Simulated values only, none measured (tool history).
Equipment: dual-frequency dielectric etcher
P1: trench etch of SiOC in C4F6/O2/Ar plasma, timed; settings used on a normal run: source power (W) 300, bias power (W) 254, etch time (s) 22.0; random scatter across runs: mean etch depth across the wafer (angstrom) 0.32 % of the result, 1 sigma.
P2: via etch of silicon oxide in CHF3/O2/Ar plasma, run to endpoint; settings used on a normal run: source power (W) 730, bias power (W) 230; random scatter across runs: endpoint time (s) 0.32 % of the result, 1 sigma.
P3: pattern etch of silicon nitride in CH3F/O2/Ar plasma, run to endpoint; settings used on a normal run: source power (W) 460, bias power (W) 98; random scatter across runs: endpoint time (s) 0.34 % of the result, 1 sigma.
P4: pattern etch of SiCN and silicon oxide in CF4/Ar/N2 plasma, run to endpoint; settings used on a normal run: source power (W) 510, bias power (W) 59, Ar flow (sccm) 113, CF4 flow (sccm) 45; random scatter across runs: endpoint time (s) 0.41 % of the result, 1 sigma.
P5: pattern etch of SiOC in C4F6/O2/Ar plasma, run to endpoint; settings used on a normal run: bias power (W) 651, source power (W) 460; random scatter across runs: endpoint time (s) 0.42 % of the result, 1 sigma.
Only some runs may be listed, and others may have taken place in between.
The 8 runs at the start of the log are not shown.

run   hour  process that ran  source power (W)  bias power (W)  etch time (s)  Ar flow (sccm)  CF4 flow (sccm)  hours since the last wet clean  hours since the last source power generator calibration  hours since the last bias power generator calibration  mean etch depth across the wafer (angstrom)  endpoint time (s)
      77.5  -- source power generator calibrated
  9   81.6                P1               300             176           22.0                                                            244.8                                                      4.1                                                 1739.8                                       410.98
 10   92.0                P3               650              98                                                                           255.2                                                     14.5                                                 1750.2                                                         54.5820
 11   98.9                P5               460             651                                                                           262.1                                                     21.4                                                 1757.1                                                         10.1340
 12  105.8                P2               730             316                                                                           269.0                                                     28.3                                                 1764.0                                                        179.4300
 13  114.4                P3               460              98                                                                           277.6                                                     36.9                                                 1772.6                                                         62.0990
 14  126.6                P1               300             254           22.0                                                            289.8                                                     49.1                                                 1784.8                                       460.96
 15  132.3                P4               720              59                            113               45                           295.5                                                     54.8                                                 1790.5                                                         14.6680
 16  138.4                P4               510              59                            113               45                           301.6                                                     60.9                                                 1796.6                                                         19.9780
 17  145.5                P1               300             254           22.0                                                            308.7                                                     68.0                                                 1803.7                                       463.19
 18  154.3                P2               730             230                                                                           317.5                                                     76.8                                                 1812.5                                                        200.0800
 19  161.0                P5               460             395                                                                           324.2                                                     83.5                                                 1819.2                                                         12.2320
 20  170.9                P5               630             651                                                                           334.1                                                     93.4                                                 1829.1                                                          9.0497
 21  178.0                P1               300             254           28.5                                                            341.2                                                    100.5                                                 1836.2                                       601.54
 22  188.3                P1               300             254           22.0                                                            351.5                                                    110.8                                                 1846.5                                       462.74
 23  197.4                P4               510              37                            113               45                           360.6                                                    119.9                                                 1855.6                                                         23.3310
 24  209.8                P1               300             254           22.0                                                            373.0                                                    132.3                                                 1868.0                                       463.35
 25  222.4                P4               510              59                            113               63                           385.6                                                    144.9                                                 1880.6                                                         18.7630
 26  233.2                P1               430             254           22.0                                                            396.4                                                    155.7                                                 1891.4                                       530.10

Estimate the outcome of run 27 from the log above:
 27  240.4                P1               220             254           22.0                                                            403.6                                                    162.9                                                 1898.6                                            ?

Logged for run 27: mean etch depth across the wafer (angstrom) 410.13.

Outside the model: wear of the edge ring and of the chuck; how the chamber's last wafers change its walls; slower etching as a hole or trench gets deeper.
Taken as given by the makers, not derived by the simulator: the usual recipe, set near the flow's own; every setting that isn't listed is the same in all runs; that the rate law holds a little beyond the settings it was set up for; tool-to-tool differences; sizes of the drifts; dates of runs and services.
